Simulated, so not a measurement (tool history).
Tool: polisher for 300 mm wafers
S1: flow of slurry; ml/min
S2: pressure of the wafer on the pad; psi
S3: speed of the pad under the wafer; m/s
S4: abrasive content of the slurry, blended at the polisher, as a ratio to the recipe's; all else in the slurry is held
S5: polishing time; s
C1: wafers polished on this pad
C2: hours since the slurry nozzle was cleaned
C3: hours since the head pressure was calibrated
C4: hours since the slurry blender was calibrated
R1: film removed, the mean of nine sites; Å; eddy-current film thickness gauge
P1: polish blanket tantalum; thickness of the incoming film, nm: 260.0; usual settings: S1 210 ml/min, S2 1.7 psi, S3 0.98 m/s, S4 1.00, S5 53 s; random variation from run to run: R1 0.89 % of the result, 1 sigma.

run	hour	S1	S2	S3	S4	S5	C1	C2	C3	C4	R1
1	6.4	210	1.7	0.98	1.00	53	702	445.8	668.4	186.9	657.55
2	9.9	210	1.7	0.46	1.00	53	730	449.3	671.9	190.4	305.68
3	17.6	210	1.7	0.98	1.00	53	791	457.0	679.6	198.1	654.52
# hour 19.8: worn pad replaced by a new one
4	21.6	210	1.2	0.98	1.00	53	14	461.0	683.6	202.1	462.42
5	25.5	210	1.7	1.52	1.00	53	45	464.9	687.5	206.0	1024.80
6	29.7	130	1.7	0.98	1.00	53	79	469.1	691.7	210.2	620.50
7	33.4	210	1.7	0.98	1.00	53	109	472.8	695.4	213.9	661.91
8	39.5	210	1.7	0.98	1.00	69	157	478.9	701.5	220.0	853.04
9	46.7	330	1.7	0.98	1.00	53	215	486.1	708.7	227.2	683.09
10	50.4	210	1.7	0.98	1.50	53	244	489.8	712.4	230.9	723.06
11	58.0	210	2.6	0.98	1.00	53	305	497.4	720.0	238.5	1012.50
12	63.5	210	1.7	0.98	0.75	53	349	502.9	725.5	244.0	593.55
13	69.1	210	1.7	0.98	1.00	53	394	508.5	731.1	249.6	659.67
14	75.0	210	1.7	0.98	1.00	34	441	514.4	737.0	255.5	420.37

Forecast run 15:
15	82.2	210	1.7	1.22	0.55	53	498	521.6	744.2	262.7	?

{"run 15": {"R1": 660.57}}
